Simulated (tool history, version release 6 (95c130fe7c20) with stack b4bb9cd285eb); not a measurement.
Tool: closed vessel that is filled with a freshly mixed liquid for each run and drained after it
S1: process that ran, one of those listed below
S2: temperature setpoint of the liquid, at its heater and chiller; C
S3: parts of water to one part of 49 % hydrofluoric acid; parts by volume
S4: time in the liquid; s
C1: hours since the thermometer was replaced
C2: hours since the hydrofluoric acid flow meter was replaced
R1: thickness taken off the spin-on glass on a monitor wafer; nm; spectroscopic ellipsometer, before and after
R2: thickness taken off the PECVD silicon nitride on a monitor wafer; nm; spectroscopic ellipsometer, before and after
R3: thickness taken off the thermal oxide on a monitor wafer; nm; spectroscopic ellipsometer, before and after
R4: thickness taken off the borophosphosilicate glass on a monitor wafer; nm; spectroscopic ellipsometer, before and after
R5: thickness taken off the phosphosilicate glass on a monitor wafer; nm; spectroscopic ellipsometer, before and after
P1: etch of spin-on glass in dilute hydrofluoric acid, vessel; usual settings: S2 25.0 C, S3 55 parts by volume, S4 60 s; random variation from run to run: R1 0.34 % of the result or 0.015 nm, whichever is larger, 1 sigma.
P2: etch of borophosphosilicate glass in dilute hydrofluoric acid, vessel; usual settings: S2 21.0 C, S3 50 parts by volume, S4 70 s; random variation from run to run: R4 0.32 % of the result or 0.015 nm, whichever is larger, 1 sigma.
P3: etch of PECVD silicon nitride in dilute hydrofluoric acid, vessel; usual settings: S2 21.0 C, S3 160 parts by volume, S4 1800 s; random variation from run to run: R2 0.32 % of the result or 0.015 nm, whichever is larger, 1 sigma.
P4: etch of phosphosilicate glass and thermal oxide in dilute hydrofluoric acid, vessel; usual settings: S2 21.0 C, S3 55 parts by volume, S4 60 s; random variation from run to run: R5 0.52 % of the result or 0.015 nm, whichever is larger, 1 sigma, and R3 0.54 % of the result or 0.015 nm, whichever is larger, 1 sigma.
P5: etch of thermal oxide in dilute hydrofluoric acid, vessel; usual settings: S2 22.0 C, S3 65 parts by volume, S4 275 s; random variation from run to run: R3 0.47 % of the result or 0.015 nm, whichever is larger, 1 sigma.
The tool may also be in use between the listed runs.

Run 1, hour 12.5: S1 P1, S2 25.0 C, S3 55 parts by volume, S4 60 s; C1 1064.6; C2 963.9. Result: R1 72.596 nm.
Run 2, hour 27.4: S1 P3, S2 28.5 C, S3 160 parts by volume, S4 1800 s; C1 1079.5; C2 978.8. Result: R2 25.819 nm.
Run 3, hour 39.7: S1 P1, S2 20.5 C, S3 55 parts by volume, S4 60 s; C1 1091.8; C2 991.1. Result: R1 60.286 nm.
Run 4, hour 48.4: S1 P5, S2 27.0 C, S3 65 parts by volume, S4 275 s; C1 1100.5; C2 999.8. Result: R3 24.0890 nm.
Run 5, hour 57.3: S1 P1, S2 25.0 C, S3 55 parts by volume, S4 60 s; C1 1109.4; C2 1008.7. Result: R1 72.716 nm.
Run 6, hour 72.1: S1 P1, S2 25.0 C, S3 105 parts by volume, S4 60 s; C1 1124.2; C2 1023.5. Result: R1 35.531 nm.
Run 7, hour 80.3: S1 P2, S2 21.0 C, S3 50 parts by volume, S4 30 s; C1 1132.4; C2 1031.7. Result: R4 19.688 nm.
Run 8, hour 95.5: S1 P3, S2 21.0 C, S3 160 parts by volume, S4 2900 s; C1 1147.6; C2 1046.9. Result: R2 25.682 nm.
Run 9, hour 110.7: S1 P3, S2 21.0 C, S3 160 parts by volume, S4 1800 s; C1 1162.8; C2 1062.1. Result: R2 16.041 nm.
Run 10, hour 128.5: S1 P4, S2 17.0 C, S3 55 parts by volume, S4 60 s; C1 1180.6; C2 1079.9. Result: R3 4.1138 nm, R5 123.560 nm.
Run 11, hour 142.2: S1 P5, S2 22.0 C, S3 65 parts by volume, S4 275 s; C1 1194.3; C2 1093.6. Result: R3 19.6050 nm.
Run 12, hour 159.4: S1 P1, S2 21.0 C, S3 55 parts by volume, S4 30 s; C1 1211.5; C2 1110.8. Result: R1 30.618 nm.
Run 13, hour 169.9: S1 P4, S2 21.0 C, S3 55 parts by volume, S4 60 s; C1 1222.0; C2 1121.3. Result: R3 4.9404 nm, R5 149.080 nm.
Run 14, hour 179.1: S1 P1, S2 25.0 C, S3 55 parts by volume, S4 60 s; C1 1231.2; C2 1130.5. Result: R1 72.451 nm.
Run 15, hour 197.3: S1 P5, S2 22.0 C, S3 65 parts by volume, S4 275 s; C1 1249.4; C2 1148.7. Result: R3 19.6950 nm.
Run 16, hour 211.7: S1 P4, S2 21.0 C, S3 100 parts by volume, S4 60 s; C1 1263.8; C2 1163.1. Result: R3 2.5896 nm, R5 77.484 nm.
Run 17, hour 228.0: S1 P1, S2 25.0 C, S3 20 parts by volume, S4 60 s; C1 1280.1; C2 1179.4. Result: R1 208.710 nm.
Run 18, hour 245.7: S1 P5, S2 22.0 C, S3 30 parts by volume, S4 275 s; C1 1297.8; C2 1197.1. Result: R3 44.2710 nm.
Run 19, hour 260.9: S1 P2, S2 21.0 C, S3 50 parts by volume, S4 70 s; C1 1313.0; C2 1212.3. Result: R4 45.890 nm.
Run 20, hour 270.6: S1 P2, S2 28.0 C, S3 50 parts by volume, S4 70 s; C1 1322.7; C2 1222.0. Result: R4 61.056 nm.
Run 21, hour 283.5: S1 P1, S2 25.0 C, S3 55 parts by volume, S4 30 s; C1 1335.6; C2 1234.9. Result: R1 36.156 nm.
Run 22, hour 292.7: S1 P1, S2 31.5 C, S3 55 parts by volume, S4 60 s; C1 1344.8; C2 1244.1. Result: R1 93.341 nm.
Run 23, hour 310.2: S1 P1, S2 25.0 C, S3 55 parts by volume, S4 60 s; C1 1362.3; C2 1261.6. Result: R1 72.476 nm.
Run 24, hour 328.7: S1 P1, S2 25.0 C, S3 55 parts by volume, S4 115 s; C1 1380.8; C2 1280.1. Result: R1 138.510 nm.
Run 25, hour 343.5: S1 P2, S2 21.0 C, S3 90 parts by volume, S4 70 s; C1 1395.6; C2 1294.9. Result: R4 24.281 nm.
Run 26, hour 355.8: S1 P5, S2 22.0 C, S3 65 parts by volume, S4 30 s; C1 1407.9; C2 1307.2. Result: R3 2.1146 nm.
Run 27, hour 371.9: S1 P3, S2 21.0 C, S3 50 parts by volume, S4 1800 s; C1 1424.0; C2 1323.3. Result: R2 49.971 nm.
Run 28, hour 386.8: S1 P4, S2 21.0 C, S3 55 parts by volume, S4 60 s; C1 1438.9; C2 1338.2. Result: R3 4.9387 nm, R5 148.530 nm.
Run 29, hour 404.3: S1 P1, S2 25.0 C, S3 55 parts by volume, S4 60 s; C1 1456.4; C2 1355.7. Result: R1 72.230 nm.
Run 30, hour 422.0: S1 P4, S2 21.0 C, S3 55 parts by volume, S4 105 s; C1 1474.1; C2 1373.4. Result: R3 8.5927 nm, R5 261.030 nm.
Run 31, hour 440.2: S1 P1, S2 25.0 C, S3 55 parts by volume, S4 60 s; C1 1492.3; C2 1391.6. Result: R1 72.155 nm.
Run 32, hour 457.8: S1 P1, S2 25.0 C, S3 55 parts by volume, S4 60 s; C1 1509.9; C2 1409.2. Result: R1 75.692 nm.
Run 33, hour 469.5: S1 P1, S2 25.0 C, S3 55 parts by volume, S4 60 s; C1 1521.6; C2 1420.9. Result: R1 77.273 nm.

The next listed run, before its measurement:
Run 34, hour 487.7: S1 P1, S2 25.0 C, S3 55 parts by volume, S4 60 s; C1 1539.8; C2 1439.1. Result: R1 ?.

Run 34 gave R1 78.563 nm.

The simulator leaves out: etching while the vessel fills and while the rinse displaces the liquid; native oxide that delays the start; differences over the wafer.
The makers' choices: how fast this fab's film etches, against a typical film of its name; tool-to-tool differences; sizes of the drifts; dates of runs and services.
